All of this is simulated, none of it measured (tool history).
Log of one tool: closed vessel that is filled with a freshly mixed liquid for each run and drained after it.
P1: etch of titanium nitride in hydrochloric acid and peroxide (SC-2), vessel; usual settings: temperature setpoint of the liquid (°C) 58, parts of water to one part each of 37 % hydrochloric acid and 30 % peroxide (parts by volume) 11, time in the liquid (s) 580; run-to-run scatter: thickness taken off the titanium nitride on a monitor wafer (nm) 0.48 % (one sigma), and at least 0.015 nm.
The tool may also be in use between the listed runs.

| run | day | temperature setpoint of the liquid (°C) | parts of water to one part each of 37 % hydrochloric acid and 30 % peroxide (parts by volume) | time in the liquid (s) | hours since the thermometer was replaced | hours since the chemicals flow meter was replaced | hours since the drum of peroxide was connected | thickness taken off the titanium nitride on a monitor wafer (nm) |
|---|---|---|---|---|---|---|---|---|
| 1 | 0.696 | 58 | 11 | 580 | 798.2 | 1461.2 | 975.4 | 19.447 |
| 2 | 1.342 | 58 | 15.5 | 1025 | 813.7 | 1476.7 | 990.9 | 25.549 |
| 3 | 1.675 | 58 | 11 | 580 | 821.7 | 1484.7 | 998.9 | 19.541 |
| 4 | 2.117 | 42 | 11 | 580 | 832.3 | 1495.3 | 1009.5 | 6.6777 |
| 5 | 2.767 | 58 | 11 | 580 | 847.9 | 1510.9 | 1025.1 | 19.569 |
| 6 | 3.504 | 66.5 | 11 | 580 | 865.6 | 1528.6 | 1042.8 | 32.963 |
| 7 | 3.942 | 58 | 11 | 30 | 876.1 | 1539.1 | 1053.3 | 1.0086 |
| 8 | 4.579 | 58 | 4 | 580 | 891.4 | 1554.4 | 1068.6 | 42.093 |
| 9 | 4.917 | 58 | 19.5 | 580 | 899.5 | 1562.5 | 1076.7 | 11.792 |
| 10 | 5.304 | 58 | 11 | 950 | 908.8 | 1571.8 | 1086 | 31.902 |
|  | 5.521 | thermometer replaced |
|  | 5.788 | new drum of peroxide connected |
| 11 | 5.925 | 58 | 11 | 580 | 9.7 | 1586.7 | 3.3 | 19.493 |
| 12 | 6.492 | 47.5 | 11 | 325 | 23.3 | 1600.3 | 16.9 | 5.444 |
| 13 | 7.15 | 58 | 11 | 580 | 39.1 | 1616.1 | 32.7 | 19.446 |
| 14 | 7.883 | 58 | 11 | 580 | 56.7 | 1633.7 | 50.3 | 19.602 |
| 15 | 8.471 | 58 | 11 | 580 | 70.8 | 1647.8 | 64.4 | 18.902 |
| 16 | 9.204 | 58 | 11 | 580 | 88.4 | 1665.4 | 82 | 18.462 |
| 17 | 9.833 | 58 | 11 | 580 | 103.5 | 1680.5 | 97.1 | 18.301 |
| 18 | 10.175 | 58 | 11 | 580 | 111.7 | 1688.7 | 105.3 | 18.127 |
| 19 | 10.688 | 58 | 11 | 580 | 124 | 1701 | 117.6 | 17.886 |
|  | 11.033 | new drum of peroxide connected |
| 20 | 11.412 | 58 | 11 | 580 | 141.4 | 1718.4 | 9.2 | 17.916 |
| 21 | 12.021 | 58 | 11 | 580 | 156 | 1733 | 23.8 | 17.826 |
| 22 | 12.496 | 58 | 11 | 580 | 167.4 | 1744.4 | 35.2 | 17.594 |

Run 23 comes next. What will it give?
| 23 | 13.138 | 58 | 11 | 580 | 182.8 | 1759.8 | 50.6 | ? |

Run 23 gave thickness taken off the titanium nitride on a monitor wafer (nm) 17.718.

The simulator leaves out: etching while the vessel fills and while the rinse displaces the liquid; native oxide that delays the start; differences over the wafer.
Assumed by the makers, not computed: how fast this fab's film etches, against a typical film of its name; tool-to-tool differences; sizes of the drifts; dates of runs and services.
